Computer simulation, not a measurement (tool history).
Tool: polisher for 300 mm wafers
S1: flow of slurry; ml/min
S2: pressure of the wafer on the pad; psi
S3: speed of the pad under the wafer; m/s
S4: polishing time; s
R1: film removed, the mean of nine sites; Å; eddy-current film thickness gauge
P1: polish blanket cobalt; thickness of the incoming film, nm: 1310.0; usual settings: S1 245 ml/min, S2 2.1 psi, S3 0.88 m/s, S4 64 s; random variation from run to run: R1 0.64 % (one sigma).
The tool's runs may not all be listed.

{"run": 1, "day": 0.283, "S1": 245, "S2": 2.1, "S3": 0.88, "S4": 64, "R1": 3036.7}
{"run": 2, "day": 0.525, "S1": 245, "S2": 2.1, "S3": 0.88, "S4": 45, "R1": 2172.7}
{"day": 0.625, "done": "head pressure recalibrated"}
{"run": 3, "day": 0.696, "S1": 245, "S2": 2.1, "S3": 0.88, "S4": 64, "R1": 3103.3}
{"run": 4, "day": 0.892, "S1": 245, "S2": 2.1, "S3": 1.28, "S4": 64, "R1": 4450.9}
{"run": 5, "day": 1.088, "S1": 145, "S2": 2.1, "S3": 0.88, "S4": 87, "R1": 3869.8}
{"run": 6, "day": 1.317, "S1": 245, "S2": 2.1, "S3": 0.88, "S4": 64, "R1": 3082.6}
{"run": 7, "day": 1.496, "S1": 245, "S2": 2.1, "S3": 0.88, "S4": 64, "R1": 3072.8}
{"run": 8, "day": 1.775, "S1": 245, "S2": 2.1, "S3": 0.88, "S4": 64, "R1": 3079.9}
{"run": 9, "day": 2.012, "S1": 245, "S2": 2.1, "S3": 0.88, "S4": 64, "R1": 3040.6}
{"run": 10, "day": 2.179, "S1": 245, "S2": 2.1, "S3": 0.88, "S4": 83, "R1": 4017.2}
{"run": 11, "day": 2.546, "S1": 165, "S2": 2.1, "S3": 0.88, "S4": 64, "R1": 2961.6}
{"run": 12, "day": 2.767, "S1": 245, "S2": 1.2, "S3": 0.88, "S4": 64, "R1": 1757.4}
{"run": 13, "day": 2.938, "S1": 245, "S2": 2.1, "S3": 0.4, "S4": 64, "R1": 1391.9}
{"run": 14, "day": 3.175, "S1": 245, "S2": 3.1, "S3": 0.88, "S4": 34, "R1": 2407.2}
{"run": 15, "day": 3.525, "S1": 245, "S2": 2.6, "S3": 0.88, "S4": 64, "R1": 3768.3}
{"run": 16, "day": 3.788, "S1": 245, "S2": 2.1, "S3": 0.88, "S4": 64, "R1": 3064.5}
{"run": 17, "day": 4.162, "S1": 365, "S2": 2.1, "S3": 0.88, "S4": 64, "R1": 3174.7}
{"run": 18, "day": 4.462, "S1": 245, "S2": 2.1, "S3": 0.88, "S4": 64, "R1": 3077.2}
{"run": 19, "day": 4.646, "S1": 245, "S2": 2.1, "S3": 0.88, "S4": 64, "R1": 3069.5}
{"run": 20, "day": 4.942, "S1": 245, "S2": 2.1, "S3": 0.88, "S4": 64, "R1": 2984.6}
{"run": 21, "day": 5.3, "S1": 245, "S2": 2.1, "S3": 0.88, "S4": 64, "R1": 2964.2}
{"day": 5.621, "done": "head pressure recalibrated"}
{"run": 22, "day": 5.675, "S1": 245, "S2": 2.1, "S3": 0.88, "S4": 64, "R1": 2939.4}
{"run": 23, "day": 5.85, "S1": 245, "S2": 2.1, "S3": 0.88, "S4": 64, "R1": 2957.2}

Forecast run 24:
{"run": 24, "day": 6.146, "S1": 245, "S2": 2.1, "S3": 0.88, "S4": 64, "R1": "?"}

R1: 2909.7 Å

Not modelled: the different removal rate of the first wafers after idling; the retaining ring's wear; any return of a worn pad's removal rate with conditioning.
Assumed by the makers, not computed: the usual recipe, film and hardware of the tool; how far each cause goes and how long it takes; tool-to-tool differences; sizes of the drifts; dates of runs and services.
